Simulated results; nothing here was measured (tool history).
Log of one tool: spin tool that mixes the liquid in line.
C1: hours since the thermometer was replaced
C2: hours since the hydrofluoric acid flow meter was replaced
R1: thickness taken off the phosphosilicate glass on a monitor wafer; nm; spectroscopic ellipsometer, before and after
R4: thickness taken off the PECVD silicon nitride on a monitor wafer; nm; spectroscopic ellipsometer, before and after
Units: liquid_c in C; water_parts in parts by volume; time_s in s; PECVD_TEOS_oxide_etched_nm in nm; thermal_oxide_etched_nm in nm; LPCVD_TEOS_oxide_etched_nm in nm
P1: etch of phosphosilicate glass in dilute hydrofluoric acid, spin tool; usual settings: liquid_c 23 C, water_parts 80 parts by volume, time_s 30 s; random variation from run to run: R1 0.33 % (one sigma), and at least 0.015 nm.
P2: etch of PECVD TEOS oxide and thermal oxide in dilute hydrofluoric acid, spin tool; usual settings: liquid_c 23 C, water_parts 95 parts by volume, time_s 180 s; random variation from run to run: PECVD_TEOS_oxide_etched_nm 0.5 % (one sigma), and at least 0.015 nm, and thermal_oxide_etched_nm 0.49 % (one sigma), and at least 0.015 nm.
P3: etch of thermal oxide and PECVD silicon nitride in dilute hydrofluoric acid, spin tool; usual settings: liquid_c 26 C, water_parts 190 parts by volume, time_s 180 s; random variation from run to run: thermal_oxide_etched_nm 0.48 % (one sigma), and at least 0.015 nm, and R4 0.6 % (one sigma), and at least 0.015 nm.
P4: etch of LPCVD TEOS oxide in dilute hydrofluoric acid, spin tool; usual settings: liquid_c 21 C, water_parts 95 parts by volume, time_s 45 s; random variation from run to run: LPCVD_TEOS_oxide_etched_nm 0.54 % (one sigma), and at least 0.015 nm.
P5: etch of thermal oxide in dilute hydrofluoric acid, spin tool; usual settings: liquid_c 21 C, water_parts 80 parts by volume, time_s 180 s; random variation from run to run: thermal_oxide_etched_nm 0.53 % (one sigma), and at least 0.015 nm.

Run 1, hour 9.3: process P1, liquid_c 23 C, water_parts 80 parts by volume, time_s 30 s; C1 376.6; C2 436.3. Result: R1 35.587 nm.
Run 2, hour 22.4: process P2, liquid_c 23 C, water_parts 95 parts by volume, time_s 180 s; C1 389.7; C2 449.4. Result: PECVD_TEOS_oxide_etched_nm 16.615 nm, thermal_oxide_etched_nm 8.4063 nm.
Run 3, hour 35.4: process P2, liquid_c 23 C, water_parts 50 parts by volume, time_s 180 s; C1 402.7; C2 462.4. Result: PECVD_TEOS_oxide_etched_nm 32.841 nm, thermal_oxide_etched_nm 16.878 nm.
Run 4, hour 50.6: process P3, liquid_c 26 C, water_parts 45 parts by volume, time_s 180 s; C1 417.9; C2 477.6. Result: thermal_oxide_etched_nm 22.503 nm, R4 18.398 nm.
Run 5, hour 65.5: process P3, liquid_c 34 C, water_parts 190 parts by volume, time_s 180 s; C1 432.8; C2 492.5. Result: thermal_oxide_etched_nm 5.9397 nm, R4 7.0249 nm.
Run 6, hour 79: process P1, liquid_c 23 C, water_parts 80 parts by volume, time_s 30 s; C1 446.3; C2 506. Result: R1 35.599 nm.
Run 7, hour 86.3: process P2, liquid_c 23 C, water_parts 95 parts by volume, time_s 30 s; C1 453.6; C2 513.3. Result: PECVD_TEOS_oxide_etched_nm 2.7391 nm, thermal_oxide_etched_nm 1.3981 nm.
Run 8, hour 98.9: process P5, liquid_c 21 C, water_parts 80 parts by volume, time_s 180 s; C1 466.2; C2 525.9. Result: thermal_oxide_etched_nm 10.661 nm.
Run 9, hour 111.5: process P4, liquid_c 21 C, water_parts 155 parts by volume, time_s 45 s; C1 478.8; C2 538.5. Result: LPCVD_TEOS_oxide_etched_nm 13.96 nm.
Run 10, hour 124.2: process P1, liquid_c 23 C, water_parts 80 parts by volume, time_s 45 s; C1 491.5; C2 551.2. Result: R1 53.343 nm.
Run 11, hour 133.3: process P1, liquid_c 30.5 C, water_parts 80 parts by volume, time_s 30 s; C1 500.6; C2 560.3. Result: R1 47.476 nm.
Run 12, hour 145.3: process P2, liquid_c 23 C, water_parts 95 parts by volume, time_s 180 s; C1 512.6; C2 572.3. Result: PECVD_TEOS_oxide_etched_nm 16.485 nm, thermal_oxide_etched_nm 8.4769 nm.
Run 13, hour 160.1: process P5, liquid_c 21 C, water_parts 80 parts by volume, time_s 180 s; C1 527.4; C2 587.1. Result: thermal_oxide_etched_nm 10.608 nm.
Run 14, hour 171.9: process P1, liquid_c 23 C, water_parts 80 parts by volume, time_s 30 s; C1 539.2; C2 598.9. Result: R1 35.46 nm.
Run 15, hour 184.3: process P1, liquid_c 23 C, water_parts 80 parts by volume, time_s 30 s; C1 551.6; C2 611.3. Result: R1 35.547 nm.
Run 16, hour 195.8: process P3, liquid_c 26 C, water_parts 190 parts by volume, time_s 180 s; C1 563.1; C2 622.8. Result: thermal_oxide_etched_nm 4.4419 nm, R4 4.3652 nm.
Run 17, hour 205.6: process P4, liquid_c 17 C, water_parts 95 parts by volume, time_s 45 s; C1 572.9; C2 632.6. Result: LPCVD_TEOS_oxide_etched_nm 20.486 nm.
Run 18, hour 221.6: process P1, liquid_c 17 C, water_parts 80 parts by volume, time_s 30 s; C1 588.9; C2 648.6. Result: R1 27.736 nm.
Run 19, hour 233.8: process P5, liquid_c 21 C, water_parts 80 parts by volume, time_s 60 s; C1 601.1; C2 660.8. Result: thermal_oxide_etched_nm 3.5426 nm.
Run 20, hour 247.9: process P1, liquid_c 27 C, water_parts 105 parts by volume, time_s 30 s; C1 615.2; C2 674.9. Result: R1 30.673 nm.
Run 21, hour 258.7: process P1, liquid_c 23 C, water_parts 30 parts by volume, time_s 30 s; C1 626; C2 685.7. Result: R1 100.72 nm.
Run 22, hour 270.9: process P3, liquid_c 26 C, water_parts 190 parts by volume, time_s 180 s; C1 638.2; C2 697.9. Result: thermal_oxide_etched_nm 4.4765 nm, R4 4.3622 nm.
Run 23, hour 285.7: process P5, liquid_c 17 C, water_parts 80 parts by volume, time_s 180 s; C1 653; C2 712.7. Result: thermal_oxide_etched_nm 8.9926 nm.
Run 24, hour 299.5: process P4, liquid_c 21 C, water_parts 95 parts by volume, time_s 45 s; C1 666.8; C2 726.5. Result: LPCVD_TEOS_oxide_etched_nm 24.209 nm.
Run 25, hour 307.2: process P2, liquid_c 17.5 C, water_parts 95 parts by volume, time_s 180 s; C1 674.5; C2 734.2. Result: PECVD_TEOS_oxide_etched_nm 13.172 nm, thermal_oxide_etched_nm 6.7051 nm.
Run 26, hour 318.3: process P1, liquid_c 23 C, water_parts 80 parts by volume, time_s 15 s; C1 685.6; C2 745.3. Result: R1 17.788 nm.
Run 27, hour 328.9: process P5, liquid_c 21 C, water_parts 140 parts by volume, time_s 180 s; C1 696.2; C2 755.9. Result: thermal_oxide_etched_nm 5.6775 nm.
Run 28, hour 340.2: process P4, liquid_c 21 C, water_parts 95 parts by volume, time_s 45 s; C1 707.5; C2 767.2. Result: LPCVD_TEOS_oxide_etched_nm 24.273 nm.
Run 29, hour 354.8: process P1, liquid_c 23 C, water_parts 135 parts by volume, time_s 30 s; C1 722.1; C2 781.8. Result: R1 19.818 nm.
Run 30, hour 364.3: process P4, liquid_c 21 C, water_parts 95 parts by volume, time_s 15 s; C1 731.6; C2 791.3. Result: LPCVD_TEOS_oxide_etched_nm 7.9963 nm.
Run 31, hour 373.7: process P3, liquid_c 26 C, water_parts 190 parts by volume, time_s 15 s; C1 741; C2 800.7. Result: thermal_oxide_etched_nm 0.38972 nm, R4 0.3565 nm.
Run 32, hour 385.8: process P1, liquid_c 23 C, water_parts 80 parts by volume, time_s 30 s; C1 753.1; C2 812.8. Result: R1 35.656 nm.
Run 33, hour 401.4: process P1, liquid_c 23 C, water_parts 80 parts by volume, time_s 30 s; C1 768.7; C2 828.4. Result: R1 35.737 nm.
Run 34, hour 417.2: process P1, liquid_c 23 C, water_parts 80 parts by volume, time_s 30 s; C1 784.5; C2 844.2. Result: R1 35.628 nm.
Run 35, hour 431.8: process P1, liquid_c 23 C, water_parts 80 parts by volume, time_s 30 s; C1 799.1; C2 858.8. Result: R1 34.557 nm.
Run 36, hour 443.3: process P1, liquid_c 23 C, water_parts 80 parts by volume, time_s 30 s; C1 810.6; C2 870.3. Result: R1 34.033 nm.
Run 37, hour 456.3: process P1, liquid_c 23 C, water_parts 80 parts by volume, time_s 30 s; C1 823.6; C2 883.3. Result: R1 33.852 nm.
Run 38, hour 466.7: process P1, liquid_c 23 C, water_parts 80 parts by volume, time_s 30 s; C1 834; C2 893.7. Result: R1 33.696 nm.
Run 39, hour 474.2: process P1, liquid_c 23 C, water_parts 80 parts by volume, time_s 30 s; C1 841.5; C2 901.2. Result: R1 33.331 nm.
Run 40, hour 486.8: process P1, liquid_c 23 C, water_parts 80 parts by volume, time_s 30 s; C1 854.1; C2 913.8. Result: R1 33.263 nm.
Run 41, hour 495.4: process P1, liquid_c 23 C, water_parts 80 parts by volume, time_s 30 s; C1 862.7; C2 922.4. Result: R1 33.177 nm.
Run 42, hour 507.7: process P1, liquid_c 23 C, water_parts 80 parts by volume, time_s 30 s; C1 875; C2 934.7. Result: R1 33.324 nm.
Run 43, hour 516.5: process P1, liquid_c 23 C, water_parts 80 parts by volume, time_s 30 s; C1 883.8; C2 943.5. Result: R1 33.127 nm.
Run 44, hour 526.3: process P1, liquid_c 23 C, water_parts 80 parts by volume, time_s 30 s; C1 893.6; C2 953.3. Result: R1 33.305 nm.

What P1 gives has crept away from where it was. These 2 causes fit the log equally well, each at the size given:
A: hydrofluoric acid flow below the setpoint (%) = 5.95
B: liquid colder than its thermometer reads (K) = 1.66
The creep began at about hour 417.2.

4 check runs are offered, each on 2 wafers whose results are averaged, their results left as question marks. Which one tells the causes apart?
Run check 1, hour 536.1: process P2, liquid_c 23 C, water_parts 95 parts by volume, time_s 180 s. Result: PECVD_TEOS_oxide_etched_nm ?, thermal_oxide_etched_nm ?.
Run check 2, hour 536.1: process P3, liquid_c 26 C, water_parts 190 parts by volume, time_s 180 s. Result: thermal_oxide_etched_nm ?, R4 ?.
Run check 3, hour 536.1: process P5, liquid_c 21 C, water_parts 80 parts by volume, time_s 180 s. Result: thermal_oxide_etched_nm ?.
Run check 4, hour 536.1: process P4, liquid_c 21 C, water_parts 95 parts by volume, time_s 45 s. Result: LPCVD_TEOS_oxide_etched_nm ?.

What each check would give under each cause:
  check                      result    if A    if B
check 1  PECVD_TEOS_oxide_etched_nm  15.356  15.379
check 1     thermal_oxide_etched_nm  7.8832  7.8949
check 2     thermal_oxide_etched_nm   4.138  4.1961
check 2                          R4  4.0846  3.9129
check 3     thermal_oxide_etched_nm  9.9762  9.9592
check 4  LPCVD_TEOS_oxide_etched_nm  22.582   22.58
How far apart the two closest causes lie, in the result that separates them most: check 1 0.15 %; check 2 4.29 %; check 3 0.17 %; check 4 0.01 %
Check 2 tells the causes apart: in the others they would give nearly the same result.

Then check 2 was run and gave: thermal_oxide_etched_nm 4.1308 nm; R4 4.0899 nm. Which cause is it?

It is A: hydrofluoric acid flow below the setpoint (%).
